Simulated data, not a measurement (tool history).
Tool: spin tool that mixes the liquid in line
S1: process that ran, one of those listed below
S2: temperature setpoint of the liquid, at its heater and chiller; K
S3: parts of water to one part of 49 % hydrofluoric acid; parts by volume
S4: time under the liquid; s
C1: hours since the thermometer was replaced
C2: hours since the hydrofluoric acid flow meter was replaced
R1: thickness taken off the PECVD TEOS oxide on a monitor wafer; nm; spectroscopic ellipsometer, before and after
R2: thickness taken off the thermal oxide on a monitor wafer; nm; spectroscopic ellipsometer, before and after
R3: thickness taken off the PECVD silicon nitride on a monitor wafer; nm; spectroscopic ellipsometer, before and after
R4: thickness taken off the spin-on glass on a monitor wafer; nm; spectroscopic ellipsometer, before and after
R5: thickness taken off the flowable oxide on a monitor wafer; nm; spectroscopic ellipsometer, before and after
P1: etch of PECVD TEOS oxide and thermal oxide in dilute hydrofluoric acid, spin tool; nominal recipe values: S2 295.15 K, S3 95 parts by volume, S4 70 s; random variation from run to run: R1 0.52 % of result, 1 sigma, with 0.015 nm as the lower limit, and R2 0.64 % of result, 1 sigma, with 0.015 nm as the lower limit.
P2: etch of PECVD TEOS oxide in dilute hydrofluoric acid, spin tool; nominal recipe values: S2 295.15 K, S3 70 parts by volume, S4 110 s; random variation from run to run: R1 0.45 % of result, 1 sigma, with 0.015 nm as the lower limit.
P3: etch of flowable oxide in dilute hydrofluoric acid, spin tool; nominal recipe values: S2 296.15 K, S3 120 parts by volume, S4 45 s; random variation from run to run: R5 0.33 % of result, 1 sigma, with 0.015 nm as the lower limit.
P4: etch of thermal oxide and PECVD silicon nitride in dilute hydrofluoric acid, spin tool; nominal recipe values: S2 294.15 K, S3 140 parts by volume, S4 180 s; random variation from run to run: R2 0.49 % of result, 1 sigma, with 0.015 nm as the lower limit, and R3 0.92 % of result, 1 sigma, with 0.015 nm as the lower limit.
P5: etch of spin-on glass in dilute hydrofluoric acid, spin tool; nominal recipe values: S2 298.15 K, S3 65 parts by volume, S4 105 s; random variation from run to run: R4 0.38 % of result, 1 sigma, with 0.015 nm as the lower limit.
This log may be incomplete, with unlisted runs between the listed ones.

{"run": 1, "hour": 7.0, "S1": "P1", "S2": 295.15, "S3": 95, "S4": 70, "C1": 711.2, "C2": 225.3, "R1": 5.7654, "R2": 3.3576}
{"run": 2, "hour": 17.0, "S1": "P2", "S2": 295.15, "S3": 70, "S4": 110, "C1": 721.2, "C2": 235.3, "R1": 17.126}
{"run": 3, "hour": 26.9, "S1": "P4", "S2": 294.15, "S3": 140, "S4": 100, "C1": 731.1, "C2": 245.2, "R2": 2.7997, "R3": 1.3727}
{"run": 4, "hour": 33.8, "S1": "P1", "S2": 295.15, "S3": 150, "S4": 120, "C1": 738.0, "C2": 252.1, "R1": 5.9256, "R2": 3.3787}
{"run": 5, "hour": 45.6, "S1": "P5", "S2": 291.65, "S3": 65, "S4": 105, "C1": 749.8, "C2": 263.9, "R4": 35.932}
{"run": 6, "hour": 58.1, "S1": "P1", "S2": 295.15, "S3": 95, "S4": 70, "C1": 762.3, "C2": 276.4, "R1": 5.8354, "R2": 3.307}
{"run": 7, "hour": 65.3, "S1": "P3", "S2": 296.15, "S3": 120, "S4": 45, "C1": 769.5, "C2": 283.6, "R5": 15.251}
{"run": 8, "hour": 74.2, "S1": "P1", "S2": 299.65, "S3": 135, "S4": 70, "C1": 778.4, "C2": 292.5, "R1": 4.6193, "R2": 2.6751}
{"run": 9, "hour": 84.6, "S1": "P1", "S2": 295.15, "S3": 55, "S4": 70, "C1": 788.8, "C2": 302.9, "R1": 10.551, "R2": 5.9896}
{"run": 10, "hour": 92.5, "S1": "P1", "S2": 295.15, "S3": 95, "S4": 70, "C1": 796.7, "C2": 310.8, "R1": 5.8099, "R2": 3.3122}
{"run": 11, "hour": 98.3, "S1": "P1", "S2": 295.15, "S3": 95, "S4": 40, "C1": 802.5, "C2": 316.6, "R1": 3.3266, "R2": 1.9158}
{"run": 12, "hour": 104.6, "S1": "P5", "S2": 298.15, "S3": 35, "S4": 105, "C1": 808.8, "C2": 322.9, "R4": 90.732}
{"run": 13, "hour": 114.7, "S1": "P1", "S2": 300.15, "S3": 95, "S4": 70, "C1": 818.9, "C2": 333.0, "R1": 7.0906, "R2": 4.0954}
{"run": 14, "hour": 122.5, "S1": "P2", "S2": 295.15, "S3": 70, "S4": 25, "C1": 826.7, "C2": 340.8, "R1": 3.8959}
{"run": 15, "hour": 131.3, "S1": "P2", "S2": 295.15, "S3": 20, "S4": 110, "C1": 835.5, "C2": 349.6, "R1": 63.91}
{"run": 16, "hour": 137.3, "S1": "P2", "S2": 290.15, "S3": 70, "S4": 110, "C1": 841.5, "C2": 355.6, "R1": 13.926}
{"run": 17, "hour": 149.8, "S1": "P4", "S2": 290.15, "S3": 140, "S4": 180, "C1": 854.0, "C2": 368.1, "R2": 4.2749, "R3": 1.8288}
{"run": 18, "hour": 160.1, "S1": "P3", "S2": 300.65, "S3": 120, "S4": 45, "C1": 864.3, "C2": 378.4, "R5": 18.359}
{"run": 19, "hour": 165.9, "S1": "P2", "S2": 295.15, "S3": 70, "S4": 110, "C1": 870.1, "C2": 384.2, "R1": 17.207}
{"run": 20, "hour": 177.8, "S1": "P1", "S2": 295.15, "S3": 170, "S4": 70, "C1": 882.0, "C2": 396.1, "R1": 2.9813, "R2": 1.6886}
{"run": 21, "hour": 185.0, "S1": "P4", "S2": 294.15, "S3": 80, "S4": 180, "C1": 889.2, "C2": 403.3, "R2": 9.3748, "R3": 4.1882}
{"run": 22, "hour": 197.9, "S1": "P1", "S2": 290.15, "S3": 95, "S4": 70, "C1": 902.1, "C2": 416.2, "R1": 4.7273, "R2": 2.7196}
{"run": 23, "hour": 204.0, "S1": "P4", "S2": 294.15, "S3": 140, "S4": 180, "C1": 908.2, "C2": 422.3, "R2": 5.003, "R3": 2.4138}
{"run": 24, "hour": 214.4, "S1": "P3", "S2": 296.15, "S3": 25, "S4": 45, "C1": 918.6, "C2": 432.7, "R5": 83.559}
{"run": 25, "hour": 225.0, "S1": "P1", "S2": 295.15, "S3": 95, "S4": 70, "C1": 929.2, "C2": 443.3, "R1": 5.7864, "R2": 3.3601}
{"run": 26, "hour": 231.7, "S1": "P3", "S2": 296.15, "S3": 120, "S4": 15, "C1": 935.9, "C2": 450.0, "R5": 5.1437}
{"run": 27, "hour": 237.9, "S1": "P1", "S2": 295.15, "S3": 95, "S4": 70, "C1": 942.1, "C2": 456.2, "R1": 5.8062, "R2": 3.3379}
{"run": 28, "hour": 244.8, "S1": "P4", "S2": 294.15, "S3": 140, "S4": 180, "C1": 949.0, "C2": 463.1, "R2": 5.0327, "R3": 2.4738}
{"run": 29, "hour": 254.1, "S1": "P5", "S2": 298.15, "S3": 65, "S4": 105, "C1": 958.3, "C2": 472.4, "R4": 46.934}
{"run": 30, "hour": 260.3, "S1": "P5", "S2": 298.15, "S3": 65, "S4": 105, "C1": 964.5, "C2": 478.6, "R4": 46.831}
{"run": 31, "hour": 266.5, "S1": "P5", "S2": 298.15, "S3": 65, "S4": 45, "C1": 970.7, "C2": 484.8, "R4": 20.148}
{"run": 32, "hour": 273.7, "S1": "P1", "S2": 295.15, "S3": 95, "S4": 125, "C1": 977.9, "C2": 492.0, "R1": 10.32, "R2": 5.9561}
{"run": 33, "hour": 284.2, "S1": "P1", "S2": 295.15, "S3": 95, "S4": 70, "C1": 988.4, "C2": 502.5, "R1": 5.7345, "R2": 3.304}
{"run": 34, "hour": 290.8, "S1": "P1", "S2": 295.15, "S3": 95, "S4": 70, "C1": 995.0, "C2": 509.1, "R1": 5.5813, "R2": 3.2292}
{"run": 35, "hour": 302.7, "S1": "P1", "S2": 295.15, "S3": 95, "S4": 70, "C1": 1006.9, "C2": 521.0, "R1": 5.4655, "R2": 3.1845}
{"run": 36, "hour": 311.1, "S1": "P1", "S2": 295.15, "S3": 95, "S4": 70, "C1": 1015.3, "C2": 529.4, "R1": 5.4291, "R2": 3.1353}
{"run": 37, "hour": 320.9, "S1": "P1", "S2": 295.15, "S3": 95, "S4": 70, "C1": 1025.1, "C2": 539.2, "R1": 5.3773, "R2": 3.0883}
{"run": 38, "hour": 326.6, "S1": "P1", "S2": 295.15, "S3": 95, "S4": 70, "C1": 1030.8, "C2": 544.9, "R1": 5.4159, "R2": 3.0876}
{"run": 39, "hour": 333.0, "S1": "P1", "S2": 295.15, "S3": 95, "S4": 70, "C1": 1037.2, "C2": 551.3, "R1": 5.3665, "R2": 3.0994}

Something has made what P1 gives creep away from where it was; the 2 causes below, each at its own stated size, fit the log equally well:
A: liquid colder than its thermometer reads (K) = 1.85
B: hydrofluoric acid flow below the setpoint (%) = 6.53
The process output started creeping at around hour 284.2.

Of the 4 check runs below, each run on 2 wafers with the results averaged and each result still a question mark, which one would tell the listed causes apart?
{"run": "check 1", "hour": 339.4, "S1": "P5", "S2": 298.15, "S3": 65, "S4": 105, "R4": "?"}
{"run": "check 2", "hour": 339.4, "S1": "P3", "S2": 296.15, "S3": 120, "S4": 45, "R5": "?"}
{"run": "check 3", "hour": 339.4, "S1": "P4", "S2": 294.15, "S3": 140, "S4": 180, "R2": "?", "R3": "?"}
{"run": "check 4", "hour": 339.4, "S1": "P2", "S2": 295.15, "S3": 70, "S4": 110, "R1": "?"}

If the cause were each of the candidates in turn, the checks would give the following:
check=check_1 result=R4 if_A=43.534 if_B=43.607
check=check_2 result=R5 if_A=14.2920 if_B=14.2400
check=check_3 result=R2 if_A=4.6504 if_B=4.6319
check=check_3 result=R3 if_A=2.1364 if_B=2.2638
check=check_4 result=R1 if_A=15.8530 if_B=15.9060
Smallest distance between any two causes, each pair judged by its most separating result, in per cent: check 1 0.17 %; check 2 0.36 %; check 3 5.79 %; check 4 0.33 %
Of the check runs offered, only check 3 discriminates between the causes; the rest would read about the same regardless of which cause applies.

Then check 3 was run and gave: R2 4.6597 nm; R3 2.1085 nm. Which cause is it?

The cause is A: liquid colder than its thermometer reads (K).
